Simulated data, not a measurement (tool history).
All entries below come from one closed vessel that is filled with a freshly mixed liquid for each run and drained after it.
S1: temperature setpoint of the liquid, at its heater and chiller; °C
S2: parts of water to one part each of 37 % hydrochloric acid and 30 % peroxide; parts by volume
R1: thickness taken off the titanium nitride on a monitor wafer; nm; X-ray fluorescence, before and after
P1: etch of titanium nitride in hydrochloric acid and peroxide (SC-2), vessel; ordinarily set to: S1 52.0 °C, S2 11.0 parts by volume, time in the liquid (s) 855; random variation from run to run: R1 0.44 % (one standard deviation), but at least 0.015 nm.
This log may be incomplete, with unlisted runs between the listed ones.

Run 1, day 0.354: S1 52.0 °C, S2 11.0 parts by volume, time in the liquid (s) 855. Result: R1 18.1520 nm.
Run 2, day 0.829: S1 52.0 °C, S2 11.0 parts by volume, time in the liquid (s) 855. Result: R1 18.0910 nm.
Run 3, day 1.083: S1 59.5 °C, S2 11.0 parts by volume, time in the liquid (s) 855. Result: R1 29.4510 nm.
Run 4, day 1.458: S1 52.0 °C, S2 16.5 parts by volume, time in the liquid (s) 855. Result: R1 12.8030 nm.
Run 5, day 1.746: S1 52.0 °C, S2 11.0 parts by volume, time in the liquid (s) 855. Result: R1 18.1250 nm.
Run 6, day 2.133: S1 52.0 °C, S2 11.0 parts by volume, time in the liquid (s) 855. Result: R1 18.0150 nm.
At day 2.162: thermometer replaced.
Run 7, day 2.371: S1 52.0 °C, S2 19.0 parts by volume, time in the liquid (s) 1405. Result: R1 18.3130 nm.
Run 8, day 2.679: S1 52.0 °C, S2 4.0 parts by volume, time in the liquid (s) 855. Result: R1 39.1090 nm.
Run 9, day 3.050: S1 52.0 °C, S2 11.0 parts by volume, time in the liquid (s) 1690. Result: R1 35.8130 nm.
Run 10, day 3.500: S1 52.0 °C, S2 11.0 parts by volume, time in the liquid (s) 390. Result: R1 8.2466 nm.
Run 11, day 3.746: S1 37.0 °C, S2 11.0 parts by volume, time in the liquid (s) 855. Result: R1 6.4461 nm.
Run 12, day 4.058: S1 52.0 °C, S2 11.0 parts by volume, time in the liquid (s) 855. Result: R1 18.0730 nm.
Run 13, day 4.408: S1 52.0 °C, S2 11.0 parts by volume, time in the liquid (s) 855. Result: R1 18.2310 nm.
Run 14, day 4.733: S1 52.0 °C, S2 11.0 parts by volume, time in the liquid (s) 855. Result: R1 17.5720 nm.
Run 15, day 5.162: S1 52.0 °C, S2 11.0 parts by volume, time in the liquid (s) 855. Result: R1 17.1360 nm.
Run 16, day 5.421: S1 52.0 °C, S2 11.0 parts by volume, time in the liquid (s) 855. Result: R1 16.9030 nm.
Run 17, day 5.750: S1 52.0 °C, S2 11.0 parts by volume, time in the liquid (s) 855. Result: R1 16.8850 nm.
Run 18, day 6.200: S1 52.0 °C, S2 11.0 parts by volume, time in the liquid (s) 855. Result: R1 16.5650 nm.
Run 19, day 6.600: S1 52.0 °C, S2 11.0 parts by volume, time in the liquid (s) 855. Result: R1 16.4730 nm.
At day 6.808: new drum of peroxide connected.
Run 20, day 6.808: S1 52.0 °C, S2 11.0 parts by volume, time in the liquid (s) 855. Result: R1 16.6670 nm.
Run 21, day 7.117: S1 52.0 °C, S2 11.0 parts by volume, time in the liquid (s) 855. Result: R1 16.3520 nm.
Run 22, day 7.333: S1 52.0 °C, S2 11.0 parts by volume, time in the liquid (s) 855. Result: R1 16.5240 nm.
Run 23, day 7.750: S1 52.0 °C, S2 11.0 parts by volume, time in the liquid (s) 855. Result: R1 16.3420 nm.
Run 24, day 8.217: S1 52.0 °C, S2 11.0 parts by volume, time in the liquid (s) 855. Result: R1 16.3930 nm.

P1 has crept away from where it was. The log is fitted equally well by each of these 2 causes, at the sizes shown:
A: chemicals flow below the setpoint (%) = 11.2
B: liquid colder than its thermometer reads (K) = 1.54
The gradual shift began around day 4.408.
What rules out each remaining cause:
peroxide weaker than its label (%): serviced at day 6.808, after the drift had started, without restoring the earlier output

4 check runs are offered, each on 3 wafers whose results are averaged, their results left as question marks. Which one tells the causes apart?
Run check 1, day 8.683: S1 46.5 °C, S2 14.5 parts by volume, time in the liquid (s) 855. Result: R1 ?.
Run check 2, day 8.683: S1 52.0 °C, S2 4.0 parts by volume, time in the liquid (s) 855. Result: R1 ?.
Run check 3, day 8.683: S1 52.0 °C, S2 16.5 parts by volume, time in the liquid (s) 1560. Result: R1 ?.
Run check 4, day 8.683: S1 52.0 °C, S2 11.0 parts by volume, time in the liquid (s) 1660. Result: R1 ?.

What every check run would give for each of its results, assuming each possible cause in turn:
  check  result     if A     if B
check 1      R1   8.8999   8.8970
check 2      R1  36.2490  35.4920
check 3      R1  20.9040  21.0020
check 4      R1  31.8210  31.8040
Gap, in per cent, between the two causes that each check separates least, read from the result that separates them most: check 1 0.03 %; check 2 2.11 %; check 3 0.47 %; check 4 0.05 %
Only in check 2 would the causes give clearly different results; in the remaining checks their results would be nearly the same.

Check 2 has now been run. It gave: R1 36.2010 nm. Which of the candidate causes is it?

The cause is A: chemicals flow below the setpoint (%).
